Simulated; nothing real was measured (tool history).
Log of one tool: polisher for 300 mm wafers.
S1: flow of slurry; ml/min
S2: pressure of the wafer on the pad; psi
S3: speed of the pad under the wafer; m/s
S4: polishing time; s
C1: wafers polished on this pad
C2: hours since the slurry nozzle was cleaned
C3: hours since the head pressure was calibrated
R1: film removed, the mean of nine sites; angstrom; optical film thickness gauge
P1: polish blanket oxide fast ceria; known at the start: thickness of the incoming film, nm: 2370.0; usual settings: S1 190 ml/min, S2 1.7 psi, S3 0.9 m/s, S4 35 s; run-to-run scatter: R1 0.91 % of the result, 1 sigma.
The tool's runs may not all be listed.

run 1 hour=8.5 | S1=190 S2=1.7 S3=0.9 S4=35 | C1=1071 C2=162.2 C3=228.2 | R1=3242.9
run 2 hour=15.2 | S1=190 S2=1.7 S3=0.9 S4=35 | C1=1132 C2=168.9 C3=234.9 | R1=3281.7
run 3 hour=19.5 | S1=190 S2=1.7 S3=0.52 S4=35 | C1=1171 C2=173.2 C3=239.2 | R1=1902.5
run 4 hour=24.8 | S1=190 S2=2.5 S3=0.48 S4=35 | C1=1219 C2=178.5 C3=244.5 | R1=2549.9
run 5 hour=33.8 | S1=190 S2=1.7 S3=0.9 S4=24 | C1=1301 C2=187.5 C3=253.5 | R1=2261.4
run 6 hour=38.4 | S1=190 S2=1.7 S3=0.9 S4=48 | C1=1343 C2=192.1 C3=258.1 | R1=4442.9
run 7 hour=43.6 | S1=190 S2=1.7 S3=0.9 S4=35 | C1=1390 C2=197.3 C3=263.3 | R1=3233.8
run 8 hour=51.5 | S1=190 S2=1.7 S3=1.2 S4=44 | C1=1462 C2=205.2 C3=271.2 | R1=5433.9
run 9 hour=58.5 | S1=190 S2=1.7 S3=0.9 S4=35 | C1=1526 C2=212.2 C3=278.2 | R1=3270.6
run 10 hour=64.8 | S1=190 S2=1.7 S3=0.42 S4=27 | C1=1583 C2=218.5 C3=284.5 | R1=1167.9
run 11 hour=72.7 | S1=190 S2=0.9 S3=0.9 S4=35 | C1=1655 C2=226.4 C3=292.4 | R1=1709.4
run 12 hour=80.1 | S1=190 S2=1.7 S3=0.9 S4=35 | C1=1723 C2=233.8 C3=299.8 | R1=3272.5
run 13 hour=89.8 | S1=190 S2=2.4 S3=0.9 S4=35 | C1=1811 C2=243.5 C3=309.5 | R1=4585.8
run 14 hour=97.9 | S1=190 S2=1.7 S3=0.9 S4=35 | C1=1885 C2=251.6 C3=317.6 | R1=3230.3
run 15 hour=102.9 | S1=115 S2=1.7 S3=0.9 S4=35 | C1=1930 C2=256.6 C3=322.6 | R1=2992.9
run 16 hour=112.3 | S1=190 S2=1.7 S3=1.44 S4=35 | C1=2016 C2=266 C3=332 | R1=5199.7
run 17 hour=117 | S1=250 S2=1.7 S3=0.9 S4=35 | C1=2059 C2=270.7 C3=336.7 | R1=3307.3
run 18 hour=122.3 | S1=190 S2=1.7 S3=0.9 S4=35 | C1=2107 C2=276 C3=342 | R1=3234.6
run 19 hour=129.5 | S1=190 S2=1.7 S3=0.9 S4=35 | C1=2173 C2=283.2 C3=349.2 | R1=3247.8
run 20 hour=136.8 | S1=190 S2=1.7 S3=0.9 S4=35 | C1=2239 C2=290.5 C3=356.5 | R1=3145
run 21 hour=144.2 | S1=190 S2=1.7 S3=0.9 S4=35 | C1=2307 C2=297.9 C3=363.9 | R1=3110.7
run 22 hour=152.2 | S1=190 S2=1.7 S3=0.9 S4=35 | C1=2379 C2=305.9 C3=371.9 | R1=3118
run 23 hour=161.4 | S1=190 S2=1.7 S3=0.9 S4=35 | C1=2463 C2=315.1 C3=381.1 | R1=3074.3
run 24 hour=169.7 | S1=190 S2=1.7 S3=0.9 S4=35 | C1=2539 C2=323.4 C3=389.4 | R1=3044.2
-- hour=174.7 worn pad replaced by a new one
run 25 hour=176.9 | S1=190 S2=1.7 S3=0.9 S4=35 | C1=20 C2=330.6 C3=396.6 | R1=3063.8
run 26 hour=185.7 | S1=190 S2=1.7 S3=0.9 S4=35 | C1=100 C2=339.4 C3=405.4 | R1=3089.7
run 27 hour=195.3 | S1=190 S2=1.7 S3=0.9 S4=35 | C1=187 C2=349 C3=415 | R1=3038
run 28 hour=200.2 | S1=190 S2=1.7 S3=0.9 S4=35 | C1=232 C2=353.9 C3=419.9 | R1=3024.7
run 29 hour=209.6 | S1=190 S2=1.7 S3=0.9 S4=35 | C1=318 C2=363.3 C3=429.3 | R1=3012.2

What P1 gives has crept away from where it was. These 2 causes fit the log equally well, each at the size given:
A: slurry flow missing at the pad, % = 31.2
B: head's pressure below its setpoint, % = 6
The creep began at about hour 122.3.
Why every other cause is out:
removal rate lost through wear of the pad, %: serviced at hour 174.7, which brought nothing back

4 check runs are offered, each on 5 wafers whose results are averaged, their results left as question marks. Which one tells the causes apart?
run check 1 hour=219 | S1=115 S2=1.7 S3=0.9 S4=35 | R1=?
run check 2 hour=219 | S1=190 S2=1.7 S3=0.62 S4=42 | R1=?
run check 3 hour=219 | S1=190 S2=1.2 S3=0.9 S4=46 | R1=?
run check 4 hour=219 | S1=190 S2=2 S3=0.9 S4=35 | R1=?

What each check would give under each cause:
check=check_1 result=R1 if_A=2694.6 if_B=2791.4
check=check_2 result=R1 if_A=2520.9 if_B=2520.7
check=check_3 result=R1 if_A=2829.1 if_B=2828.9
check=check_4 result=R1 if_A=3587.6 if_B=3587.4
How far apart the two closest causes lie, in the result that separates them most: check 1 3.53 %; check 2 0.01 %; check 3 0.01 %; check 4 0.01 %
Check 1 tells the causes apart: in the others they would give nearly the same result.

Check 1 was then run and gave: R1 2705.6 angstrom. Which cause is it?

It is A: slurry flow missing at the pad, %.
